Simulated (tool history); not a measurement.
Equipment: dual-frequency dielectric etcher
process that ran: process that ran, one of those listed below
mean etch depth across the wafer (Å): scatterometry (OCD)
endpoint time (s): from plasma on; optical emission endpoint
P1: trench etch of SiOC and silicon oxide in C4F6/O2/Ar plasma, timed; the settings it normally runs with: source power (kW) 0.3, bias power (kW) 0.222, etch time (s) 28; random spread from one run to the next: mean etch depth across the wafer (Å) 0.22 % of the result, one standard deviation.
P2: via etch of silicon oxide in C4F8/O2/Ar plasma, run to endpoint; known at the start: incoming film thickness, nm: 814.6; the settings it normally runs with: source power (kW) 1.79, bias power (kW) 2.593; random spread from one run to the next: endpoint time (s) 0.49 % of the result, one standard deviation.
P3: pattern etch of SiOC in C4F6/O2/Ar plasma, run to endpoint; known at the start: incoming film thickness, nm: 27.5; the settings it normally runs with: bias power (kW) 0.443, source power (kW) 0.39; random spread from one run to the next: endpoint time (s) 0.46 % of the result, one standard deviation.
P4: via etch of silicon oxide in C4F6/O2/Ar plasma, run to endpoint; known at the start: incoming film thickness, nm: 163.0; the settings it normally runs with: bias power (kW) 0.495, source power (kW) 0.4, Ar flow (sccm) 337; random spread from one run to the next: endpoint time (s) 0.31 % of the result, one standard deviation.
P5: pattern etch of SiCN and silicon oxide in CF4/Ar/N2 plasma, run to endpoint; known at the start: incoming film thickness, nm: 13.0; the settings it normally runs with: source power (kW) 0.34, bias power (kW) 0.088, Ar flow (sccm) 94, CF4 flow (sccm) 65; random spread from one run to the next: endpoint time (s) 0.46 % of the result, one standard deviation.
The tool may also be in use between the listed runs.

| run | hour | process that ran | source power (kW) | bias power (kW) | etch time (s) | Ar flow (sccm) | CF4 flow (sccm) | hours since the last wet clean | hours since the last source power generator calibration | hours since the last bias power generator calibration | mean etch depth across the wafer (Å) | endpoint time (s) |
|---|---|---|---|---|---|---|---|---|---|---|---|---|
| 1 | 14.5 | P1 | 0.3 | 0.222 | 28 |  |  | 308 | 1836.8 | 2569.4 | 530.03 |  |
| 2 | 22.9 | P1 | 0.3 | 0.222 | 28 |  |  | 316.4 | 1845.2 | 2577.8 | 529.55 |  |
| 3 | 35.1 | P1 | 0.3 | 0.222 | 28 |  |  | 328.6 | 1857.4 | 2590 | 531.22 |  |
| 4 | 47.4 | P3 | 0.39 | 0.443 |  |  |  | 340.9 | 1869.7 | 2602.3 |  | 9.8531 |
| 5 | 54.9 | P1 | 0.2 | 0.161 | 28 |  |  | 348.4 | 1877.2 | 2609.8 | 408.48 |  |
| 6 | 65.3 | P1 | 0.3 | 0.296 | 38.5 |  |  | 358.8 | 1887.6 | 2620.2 | 810.66 |  |
| 7 | 81.9 | P3 | 0.39 | 0.443 |  |  |  | 375.4 | 1904.2 | 2636.8 |  | 9.8567 |
| 8 | 95.9 | P4 | 0.4 | 0.495 |  | 337 |  | 389.4 | 1918.2 | 2650.8 |  | 35.572 |
| 9 | 103.8 | P5 | 0.34 | 0.088 |  | 69 | 65 | 397.3 | 1926.1 | 2658.7 |  | 17.506 |
| 10 | 115.2 | P2 | 1.79 | 2.593 |  |  |  | 408.7 | 1937.5 | 2670.1 |  | 154.93 |
| 11 | 131.5 | P5 | 0.34 | 0.088 |  | 94 | 65 | 425 | 1953.8 | 2686.4 |  | 18.383 |
| 12 | 141.3 | P4 | 0.55 | 0.495 |  | 337 |  | 434.8 | 1963.6 | 2696.2 |  | 31.641 |
| 13 | 150.2 | P5 | 0.47 | 0.088 |  | 94 | 65 | 443.7 | 1972.5 | 2705.1 |  | 13.855 |
| 14 | 166.7 | P1 | 0.3 | 0.222 | 19 |  |  | 460.2 | 1989 | 2721.6 | 359.82 |  |
| 15 | 183.1 | P1 | 0.17 | 0.222 | 28 |  |  | 476.6 | 2005.4 | 2738 | 428.59 |  |
| 16 | 193.2 | P1 | 0.3 | 0.222 | 38.5 |  |  | 486.7 | 2015.5 | 2748.1 | 730.33 |  |
| 17 | 202.5 | P4 | 0.4 | 0.495 |  | 337 |  | 496 | 2024.8 | 2757.4 |  | 35.58 |
| 18 | 214.9 | P2 | 1.79 | 1.993 |  |  |  | 508.4 | 2037.2 | 2769.8 |  | 167.42 |
| 19 | 223.5 | P1 | 0.3 | 0.29 | 28 |  |  | 517 | 2045.8 | 2778.4 | 582.97 |  |
| 20 | 238.1 | P1 | 0.3 | 0.222 | 28 |  |  | 531.6 | 2060.4 | 2793 | 531.28 |  |
| 21 | 251.9 | P4 | 0.4 | 0.616 |  | 337 |  | 545.4 | 2074.2 | 2806.8 |  | 32.719 |
| 22 | 265 | P5 | 0.34 | 0.11 |  | 94 | 65 | 558.5 | 2087.3 | 2819.9 |  | 16.813 |
| 23 | 272.5 | P2 | 2.43 | 2.593 |  |  |  | 566 | 2094.8 | 2827.4 |  | 136.82 |
| 24 | 280.5 | P4 | 0.4 | 0.495 |  | 427 |  | 574 | 2102.8 | 2835.4 |  | 36.56 |
| 25 | 295.5 | P1 | 0.3 | 0.135 | 28 |  |  | 589 | 2117.8 | 2850.4 | 452.13 |  |
| 26 | 309.1 | P3 | 0.39 | 0.56 |  |  |  | 602.6 | 2131.4 | 2864 |  | 9.0054 |
| 27 | 324.2 | P1 | 0.3 | 0.222 | 28 |  |  | 617.7 | 2146.5 | 2879.1 | 532.54 |  |
| 28 | 338.8 | P2 | 1.79 | 2.593 |  |  |  | 632.3 | 2161.1 | 2893.7 |  | 154.17 |
| 29 | 346.3 | P1 | 0.3 | 0.138 | 16 |  |  | 639.8 | 2168.6 | 2901.2 | 260.53 |  |
| 30 | 354 | P5 | 0.34 | 0.088 |  | 94 | 65 | 647.5 | 2176.3 | 2908.9 |  | 18.208 |
| 31 | 365.4 | P5 | 0.34 | 0.088 |  | 94 | 89 | 658.9 | 2187.7 | 2920.3 |  | 17.675 |
| 32 | 376.5 | P3 | 0.25 | 0.443 |  |  |  | 670 | 2198.8 | 2931.4 |  | 11.573 |
| 33 | 390.4 | P1 | 0.43 | 0.222 | 28 |  |  | 683.9 | 2212.7 | 2945.3 | 609.02 |  |
| 34 | 405.6 | P1 | 0.3 | 0.222 | 28 |  |  | 699.1 | 2227.9 | 2960.5 | 532.44 |  |
| 35 | 418.1 | P1 | 0.3 | 0.222 | 28 |  |  | 711.6 | 2240.4 | 2973 | 534.6 |  |
| 36 | 427.4 | P1 | 0.3 | 0.222 | 28 |  |  | 720.9 | 2249.7 | 2982.3 | 536.69 |  |
| 37 | 441.9 | P1 | 0.3 | 0.222 | 28 |  |  | 735.4 | 2264.2 | 2996.8 | 537.2 |  |
| 38 | 449.2 | P1 | 0.3 | 0.222 | 28 |  |  | 742.7 | 2271.5 | 3004.1 | 538.59 |  |
|  | 457 | wet clean of the chamber |
| 39 | 460 | P1 | 0.3 | 0.222 | 28 |  |  | 3.1 | 2282.3 | 3014.9 | 541.03 |  |
| 40 | 475.1 | P1 | 0.3 | 0.222 | 28 |  |  | 18.2 | 2297.4 | 3030 | 536.56 |  |
| 41 | 485.3 | P1 | 0.3 | 0.222 | 28 |  |  | 28.4 | 2307.6 | 3040.2 | 539.61 |  |
| 42 | 495.9 | P1 | 0.3 | 0.222 | 28 |  |  | 39 | 2318.2 | 3050.8 | 540.85 |  |

P1 no longer gives what it gave before; its output has crept away from where it was. The following 2 causes, each at its listed size, fit the log equally well:
A: bias power that arrives over what is set, % = 4.64
B: source power that arrives over what is set, % = 4.09
The onset of the drift is placed at about hour 405.6.
The rest of the possible causes, and what rules out each one:
chamber walls in a state that raises the etch rate, %: serviced after onset, at hour 457, with no recovery of the prior output

Below are 4 check runs, each averaged over 3 wafers, with their results shown as question marks. Which of them would give clearly different results depending on which cause is behind the drift?
| check 1 | 506.5 | P3 | 0.29 | 0.443 |  |  |  |  |  |  |  | ? |
| check 2 | 506.5 | P4 | 0.46 | 0.495 |  | 337 |  |  |  |  |  | ? |
| check 3 | 506.5 | P5 | 0.46 | 0.088 |  | 94 | 89 |  |  |  |  | ? |
| check 4 | 506.5 | P2 | 1.79 | 2.019 |  |  |  |  |  |  |  | ? |

Expected result of each check under each candidate cause:
| check | result | if A | if B |
|---|---|---|---|
| check 1 | endpoint time (s) | 10.802 | 10.826 |
| check 2 | endpoint time (s) | 33.281 | 33.349 |
| check 3 | endpoint time (s) | 13.222 | 12.959 |
| check 4 | endpoint time (s) | 164.41 | 163.95 |
Per-check spread between the two closest causes, in the result where they differ most: check 1 0.22 %; check 2 0.2 %; check 3 2 %; check 4 0.28 %
Check 3 tells the causes apart: in the others they would give nearly the same result.

Here is what check 3 returned: endpoint time (s) 13.191. Which cause is it?

It is A: bias power that arrives over what is set, %.
